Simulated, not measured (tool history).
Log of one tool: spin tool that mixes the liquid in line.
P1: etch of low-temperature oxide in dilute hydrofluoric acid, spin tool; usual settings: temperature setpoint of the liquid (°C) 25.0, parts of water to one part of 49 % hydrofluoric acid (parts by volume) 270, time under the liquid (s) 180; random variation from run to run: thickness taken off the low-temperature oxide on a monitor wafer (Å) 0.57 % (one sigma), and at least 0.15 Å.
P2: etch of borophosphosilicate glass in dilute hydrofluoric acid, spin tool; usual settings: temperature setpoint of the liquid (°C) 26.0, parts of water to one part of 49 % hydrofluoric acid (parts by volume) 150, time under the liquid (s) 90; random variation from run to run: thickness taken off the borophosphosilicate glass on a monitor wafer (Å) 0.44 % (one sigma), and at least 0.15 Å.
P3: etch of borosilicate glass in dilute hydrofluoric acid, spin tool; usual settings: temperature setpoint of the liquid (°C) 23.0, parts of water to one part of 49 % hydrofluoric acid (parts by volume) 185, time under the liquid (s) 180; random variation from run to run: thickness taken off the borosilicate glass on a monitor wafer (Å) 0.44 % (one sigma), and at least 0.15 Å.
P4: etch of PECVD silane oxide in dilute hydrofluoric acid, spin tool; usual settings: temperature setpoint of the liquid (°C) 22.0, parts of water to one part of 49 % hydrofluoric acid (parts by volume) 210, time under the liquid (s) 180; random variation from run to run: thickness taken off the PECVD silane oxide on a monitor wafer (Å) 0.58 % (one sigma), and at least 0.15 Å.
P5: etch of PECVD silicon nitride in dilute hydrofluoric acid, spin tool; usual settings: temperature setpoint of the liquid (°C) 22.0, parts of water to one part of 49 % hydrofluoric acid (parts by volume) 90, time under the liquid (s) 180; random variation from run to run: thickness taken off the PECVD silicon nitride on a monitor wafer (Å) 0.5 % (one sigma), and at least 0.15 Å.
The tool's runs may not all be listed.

run   hour  process that ran  temperature setpoint of the liquid (°C)  parts of water to one part of 49 % hydrofluoric acid (parts by volume)  time under the liquid (s)  thickness taken off the low-temperature oxide on a monitor wafer (Å)  thickness taken off the borosilicate glass on a monitor wafer (Å)  thickness taken off the PECVD silane oxide on a monitor wafer (Å)  thickness taken off the borophosphosilicate glass on a monitor wafer (Å)  thickness taken off the PECVD silicon nitride on a monitor wafer (Å)
  1    5.8                P1                                     25.0                                                                     270                        180                                                              200.0300
  2   11.8                P3                                     23.0                                                                     185                         40                                                                                                                                   59.302
  3   15.6                P4                                     22.0                                                                     210                         15                                                                                                                                                                                                      8.8048
  4   21.5                P2                                     26.0                                                                      90                         90                                                                                                                                                                                                                                                                                397.57
  5   25.6                P1                                     25.0                                                                     270                        180                                                              199.1300
  6   31.5                P1                                     25.0                                                                     270                        180                                                              201.2900
  7   38.0                P4                                     27.0                                                                     210                        180                                                                                                                                                                                                    127.3000
  8   41.9                P1                                     25.0                                                                     270                         80                                                               89.1970
  9   46.9                P1                                     25.0                                                                     270                        180                                                              199.7200
 10   51.2                P1                                     25.0                                                                     270                        180                                                              200.3000
 11   56.7                P4                                     22.0                                                                     210                        180                                                                                                                                                                                                    106.2700
 12   63.9                P1                                     25.0                                                                     415                        180                                                              113.4500
 13   69.6                P1                                     25.0                                                                     270                        180                                                              197.7400
 14   74.5                P1                                     29.5                                                                     270                        180                                                              232.3100
 15   78.9                P1                                     20.0                                                                     270                        180                                                              166.6300
 16   84.6                P2                                     26.0                                                                     150                         45                                                                                                                                                                                                                                                                                112.10
 17   91.8                P5                                     22.0                                                                      90                        180                                                                                                                                                                                                                                                                                                                                                      85.498
 18   97.9                P1                                     25.0                                                                      70                        180                                                              980.9400
 19  105.5                P5                                     22.0                                                                     155                        180                                                                                                                                                                                                                                                                                                                                                      49.854
 20  112.7                P4                                     22.0                                                                     210                        180                                                                                                                                                                                                    105.6200
 21  118.6                P2                                     26.0                                                                     150                         90                                                                                                                                                                                                                                                                                222.45
 22  123.0                P5                                     22.0                                                                      90                        180                                                                                                                                                                                                                                                                                                                                                      85.403
 23  129.5                P1                                     19.5                                                                     460                        180                                                               81.9510
 24  133.7                P1                                     25.0                                                                     270                        310                                                              344.9800
 25  137.4                P4                                     22.0                                                                     375                        180                                                                                                                                                                                                     51.1340
 26  144.0                P3                                     23.0                                                                     185                        180                                                                                                                                  265.750
 27  150.4                P3                                     23.0                                                                     305                        180                                                                                                                                  141.470
 28  154.2                P2                                     32.5                                                                     150                         90                                                                                                                                                                                                                                                                                284.45
 29  161.0                P3                                     30.5                                                                     185                        180                                                                                                                                  347.020
 30  165.4                P2                                     26.0                                                                     150                         90                                                                                                                                                                                                                                                                                221.67
 31  168.8                P1                                     29.0                                                                     115                        180                                                              652.6200
 32  174.2                P1                                     25.0                                                                     405                         15                                                                9.6753
 33  179.4                P5                                     22.0                                                                      90                        315                                                                                                                                                                                                                                                                                                                                                     149.250
 34  183.7                P5                                     28.5                                                                      90                        180                                                                                                                                                                                                                                                                                                                                                     131.050
 35  188.1                P1                                     25.0                                                                     270                        180                                                              201.1500
 36  193.7                P1                                     25.0                                                                     270                        180                                                              211.1600
 37  198.2                P1                                     25.0                                                                     270                        180                                                              211.4500
 38  204.9                P1                                     25.0                                                                     270                        180                                                              214.8100
 39  210.0                P1                                     25.0                                                                     270                        180                                                              213.0600
 40  213.4                P1                                     25.0                                                                     270                        180                                                              215.7100
 41  216.9                P1                                     25.0                                                                     270                        180                                                              216.0200
 42  224.3                P1                                     25.0                                                                     270                        180                                                              219.1200

What P1 gives has crept away from where it was. These 2 causes fit the log equally well, each at the size given:
A: liquid hotter than its thermometer reads (K) = 2.25
B: hydrofluoric acid flow above the setpoint (%) = 6.28
The creep began at about hour 188.1.

4 check runs are offered, one wafer each, their results left as question marks. Which one tells the causes apart?
check 1  231.7                P3                                     29.0                                                                     185                        180                                                                                                                                        ?
check 2  231.7                P4                                     22.0                                                                     365                         15                                                                                                                                                                                                           ?
check 3  231.7                P2                                     30.5                                                                     150                         90                                                                                                                                                                                                                                                                                     ?
check 4  231.7                P5                                     22.0                                                                     145                        180                                                                                                                                                                                                                                                                                                                                                           ?

What each check would give under each cause:
  check                                                                    result     if A     if B
check 1         thickness taken off the borosilicate glass on a monitor wafer (Å)  357.700  356.200
check 2         thickness taken off the PECVD silane oxide on a monitor wafer (Å)   4.7563   4.7751
check 3  thickness taken off the borophosphosilicate glass on a monitor wafer (Å)   284.59   282.65
check 4      thickness taken off the PECVD silicon nitride on a monitor wafer (Å)   62.124   56.961
How far apart the two closest causes lie, in the result that separates them most: check 1 0.42 %; check 2 0.39 %; check 3 0.68 %; check 4 8.68 %
Only check 4 tells the causes apart: in the others they would give nearly the same result.

Then check 4 was run and gave: thickness taken off the PECVD silicon nitride on a monitor wafer (Å) 62.282. Which cause is it?

It is A: liquid hotter than its thermometer reads (K).

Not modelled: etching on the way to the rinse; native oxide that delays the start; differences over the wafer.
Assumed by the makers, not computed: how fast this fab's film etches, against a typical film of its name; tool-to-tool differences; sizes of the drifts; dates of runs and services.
